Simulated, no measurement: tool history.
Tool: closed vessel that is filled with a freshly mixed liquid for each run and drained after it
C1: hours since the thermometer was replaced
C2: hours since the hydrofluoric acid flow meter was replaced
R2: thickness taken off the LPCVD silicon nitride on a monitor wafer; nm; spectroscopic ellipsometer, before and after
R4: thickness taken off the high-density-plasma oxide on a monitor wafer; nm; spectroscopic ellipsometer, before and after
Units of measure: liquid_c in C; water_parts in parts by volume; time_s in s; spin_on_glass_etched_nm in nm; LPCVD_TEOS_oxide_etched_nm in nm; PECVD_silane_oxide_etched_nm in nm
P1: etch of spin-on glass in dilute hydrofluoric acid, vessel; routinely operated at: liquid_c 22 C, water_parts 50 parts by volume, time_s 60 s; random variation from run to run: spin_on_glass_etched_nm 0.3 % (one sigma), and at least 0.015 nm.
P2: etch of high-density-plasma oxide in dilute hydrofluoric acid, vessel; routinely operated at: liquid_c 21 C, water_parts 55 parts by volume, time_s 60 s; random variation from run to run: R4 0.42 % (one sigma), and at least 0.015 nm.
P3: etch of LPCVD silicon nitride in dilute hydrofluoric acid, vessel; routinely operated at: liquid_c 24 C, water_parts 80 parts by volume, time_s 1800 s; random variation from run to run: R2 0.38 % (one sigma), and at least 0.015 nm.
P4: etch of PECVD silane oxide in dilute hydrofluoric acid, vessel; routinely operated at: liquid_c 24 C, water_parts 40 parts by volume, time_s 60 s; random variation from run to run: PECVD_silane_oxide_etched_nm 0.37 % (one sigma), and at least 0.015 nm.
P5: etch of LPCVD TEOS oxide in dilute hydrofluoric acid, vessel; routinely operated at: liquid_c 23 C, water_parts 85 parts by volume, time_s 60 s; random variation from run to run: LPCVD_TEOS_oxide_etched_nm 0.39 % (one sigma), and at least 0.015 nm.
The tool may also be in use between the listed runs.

{"run": 1, "day": 0.35, "process": "P1", "liquid_c": 22, "water_parts": 50, "time_s": 60, "C1": 1253.9, "C2": 342.3, "spin_on_glass_etched_nm": 52.59}
{"run": 2, "day": 0.592, "process": "P3", "liquid_c": 24, "water_parts": 80, "time_s": 1800, "C1": 1259.7, "C2": 348.1, "R2": 11.071}
{"run": 3, "day": 0.888, "process": "P1", "liquid_c": 22, "water_parts": 50, "time_s": 60, "C1": 1266.8, "C2": 355.2, "spin_on_glass_etched_nm": 52.572}
{"run": 4, "day": 1.221, "process": "P1", "liquid_c": 22, "water_parts": 50, "time_s": 30, "C1": 1274.8, "C2": 363.2, "spin_on_glass_etched_nm": 26.329}
{"run": 5, "day": 1.504, "process": "P3", "liquid_c": 24, "water_parts": 80, "time_s": 215, "C1": 1281.6, "C2": 370, "R2": 1.3043}
{"run": 6, "day": 1.742, "process": "P5", "liquid_c": 23, "water_parts": 135, "time_s": 60, "C1": 1287.3, "C2": 375.7, "LPCVD_TEOS_oxide_etched_nm": 21.902}
{"run": 7, "day": 2.017, "process": "P1", "liquid_c": 22, "water_parts": 50, "time_s": 60, "C1": 1293.9, "C2": 382.3, "spin_on_glass_etched_nm": 52.624}
{"run": 8, "day": 2.225, "process": "P2", "liquid_c": 26, "water_parts": 55, "time_s": 60, "C1": 1298.9, "C2": 387.3, "R4": 12.092}
{"day": 2.412, "done": "hydrofluoric acid flow meter replaced"}
{"run": 9, "day": 2.538, "process": "P2", "liquid_c": 21, "water_parts": 55, "time_s": 60, "C1": 1306.4, "C2": 3, "R4": 9.8425}
{"run": 10, "day": 2.883, "process": "P1", "liquid_c": 22, "water_parts": 50, "time_s": 85, "C1": 1314.7, "C2": 11.3, "spin_on_glass_etched_nm": 74.91}
{"run": 11, "day": 3.192, "process": "P4", "liquid_c": 27.5, "water_parts": 40, "time_s": 60, "C1": 1322.1, "C2": 18.7, "PECVD_silane_oxide_etched_nm": 54.749}
{"run": 12, "day": 3.504, "process": "P2", "liquid_c": 21, "water_parts": 55, "time_s": 110, "C1": 1329.6, "C2": 26.2, "R4": 18.04}
{"run": 13, "day": 3.671, "process": "P4", "liquid_c": 24, "water_parts": 40, "time_s": 100, "C1": 1333.6, "C2": 30.2, "PECVD_silane_oxide_etched_nm": 79.302}
{"run": 14, "day": 3.888, "process": "P1", "liquid_c": 22, "water_parts": 50, "time_s": 60, "C1": 1338.8, "C2": 35.4, "spin_on_glass_etched_nm": 52.723}
{"run": 15, "day": 4.196, "process": "P2", "liquid_c": 21, "water_parts": 85, "time_s": 60, "C1": 1346.2, "C2": 42.8, "R4": 6.1784}
{"run": 16, "day": 4.421, "process": "P1", "liquid_c": 28, "water_parts": 50, "time_s": 60, "C1": 1351.6, "C2": 48.2, "spin_on_glass_etched_nm": 67.448}
{"run": 17, "day": 4.583, "process": "P1", "liquid_c": 22, "water_parts": 50, "time_s": 60, "C1": 1355.5, "C2": 52.1, "spin_on_glass_etched_nm": 52.526}
{"run": 18, "day": 4.908, "process": "P1", "liquid_c": 28.5, "water_parts": 25, "time_s": 60, "C1": 1363.3, "C2": 59.9, "spin_on_glass_etched_nm": 143}
{"run": 19, "day": 5.117, "process": "P5", "liquid_c": 23, "water_parts": 85, "time_s": 115, "C1": 1368.3, "C2": 64.9, "LPCVD_TEOS_oxide_etched_nm": 71.104}
{"run": 20, "day": 5.325, "process": "P1", "liquid_c": 22, "water_parts": 80, "time_s": 60, "C1": 1373.3, "C2": 69.9, "spin_on_glass_etched_nm": 31.738}
{"run": 21, "day": 5.492, "process": "P1", "liquid_c": 22, "water_parts": 20, "time_s": 60, "C1": 1377.3, "C2": 73.9, "spin_on_glass_etched_nm": 136.33}
{"run": 22, "day": 5.833, "process": "P3", "liquid_c": 24, "water_parts": 125, "time_s": 1800, "C1": 1385.5, "C2": 82.1, "R2": 7.1397}
{"run": 23, "day": 6.096, "process": "P5", "liquid_c": 23, "water_parts": 85, "time_s": 60, "C1": 1391.8, "C2": 88.4, "LPCVD_TEOS_oxide_etched_nm": 36.721}
{"run": 24, "day": 6.333, "process": "P5", "liquid_c": 23, "water_parts": 85, "time_s": 60, "C1": 1397.5, "C2": 94.1, "LPCVD_TEOS_oxide_etched_nm": 36.917}
{"run": 25, "day": 6.629, "process": "P1", "liquid_c": 22, "water_parts": 50, "time_s": 60, "C1": 1404.6, "C2": 101.2, "spin_on_glass_etched_nm": 52.374}
{"run": 26, "day": 6.971, "process": "P3", "liquid_c": 29, "water_parts": 80, "time_s": 1800, "C1": 1412.8, "C2": 109.4, "R2": 15.294}
{"run": 27, "day": 7.154, "process": "P5", "liquid_c": 30, "water_parts": 85, "time_s": 60, "C1": 1417.2, "C2": 113.8, "LPCVD_TEOS_oxide_etched_nm": 48.565}
{"run": 28, "day": 7.338, "process": "P4", "liquid_c": 24, "water_parts": 65, "time_s": 60, "C1": 1421.6, "C2": 118.2, "PECVD_silane_oxide_etched_nm": 28.311}
{"run": 29, "day": 7.504, "process": "P2", "liquid_c": 21, "water_parts": 55, "time_s": 60, "C1": 1425.6, "C2": 122.2, "R4": 9.8222}
{"run": 30, "day": 7.825, "process": "P4", "liquid_c": 24, "water_parts": 40, "time_s": 60, "C1": 1433.3, "C2": 129.9, "PECVD_silane_oxide_etched_nm": 47.495}
{"run": 31, "day": 8.05, "process": "P1", "liquid_c": 17, "water_parts": 50, "time_s": 60, "C1": 1438.7, "C2": 135.3, "spin_on_glass_etched_nm": 42.543}
{"run": 32, "day": 8.238, "process": "P1", "liquid_c": 22, "water_parts": 50, "time_s": 60, "C1": 1443.2, "C2": 139.8, "spin_on_glass_etched_nm": 52.312}
{"run": 33, "day": 8.533, "process": "P1", "liquid_c": 22, "water_parts": 50, "time_s": 60, "C1": 1450.3, "C2": 146.9, "spin_on_glass_etched_nm": 51.355}
{"run": 34, "day": 8.792, "process": "P1", "liquid_c": 22, "water_parts": 50, "time_s": 60, "C1": 1456.5, "C2": 153.1, "spin_on_glass_etched_nm": 50.007}
{"run": 35, "day": 9.033, "process": "P1", "liquid_c": 22, "water_parts": 50, "time_s": 60, "C1": 1462.3, "C2": 158.9, "spin_on_glass_etched_nm": 50.087}
{"run": 36, "day": 9.262, "process": "P1", "liquid_c": 22, "water_parts": 50, "time_s": 60, "C1": 1467.8, "C2": 164.4, "spin_on_glass_etched_nm": 49.792}
{"run": 37, "day": 9.625, "process": "P1", "liquid_c": 22, "water_parts": 50, "time_s": 60, "C1": 1476.5, "C2": 173.1, "spin_on_glass_etched_nm": 49.429}
{"run": 38, "day": 9.921, "process": "P1", "liquid_c": 22, "water_parts": 50, "time_s": 60, "C1": 1483.6, "C2": 180.2, "spin_on_glass_etched_nm": 49.562}
{"run": 39, "day": 10.175, "process": "P1", "liquid_c": 22, "water_parts": 50, "time_s": 60, "C1": 1489.7, "C2": 186.3, "spin_on_glass_etched_nm": 49.545}

What P1 gives has crept away from where it was. These 2 causes fit the log equally well, each at the size given:
A: hydrofluoric acid flow below the setpoint (%) = 5.65
B: liquid colder than its thermometer reads (K) = 1.48
The creep began at about day 8.238.

4 check runs are offered, one wafer each, their results left as question marks. Which one tells the causes apart?
{"run": "check 1", "day": 10.429, "process": "P3", "liquid_c": 24, "water_parts": 80, "time_s": 1800, "R2": "?"}
{"run": "check 2", "day": 10.429, "process": "P2", "liquid_c": 21, "water_parts": 55, "time_s": 60, "R4": "?"}
{"run": "check 3", "day": 10.429, "process": "P5", "liquid_c": 23, "water_parts": 85, "time_s": 60, "LPCVD_TEOS_oxide_etched_nm": "?"}
{"run": "check 4", "day": 10.429, "process": "P4", "liquid_c": 24, "water_parts": 40, "time_s": 60, "PECVD_silane_oxide_etched_nm": "?"}

Check results expected under each cause:
check=check_1 result=R2 if_A=10.428 if_B=10.003
check=check_2 result=R4 if_A=9.2456 if_B=9.2419
check=check_3 result=LPCVD_TEOS_oxide_etched_nm if_A=34.627 if_B=34.772
check=check_4 result=PECVD_silane_oxide_etched_nm if_A=44.841 if_B=44.828
Separation of the two closest causes in each check, using whichever result separates them best: check 1 4.17 %; check 2 0.04 %; check 3 0.42 %; check 4 0.03 %
Of the check runs offered, only check 1 discriminates between the causes; the rest would read about the same regardless of which cause applies.

After running check 1, the following was obtained: R2 9.9995 nm. Which cause does this point to?

B is the cause: liquid colder than its thermometer reads (K).
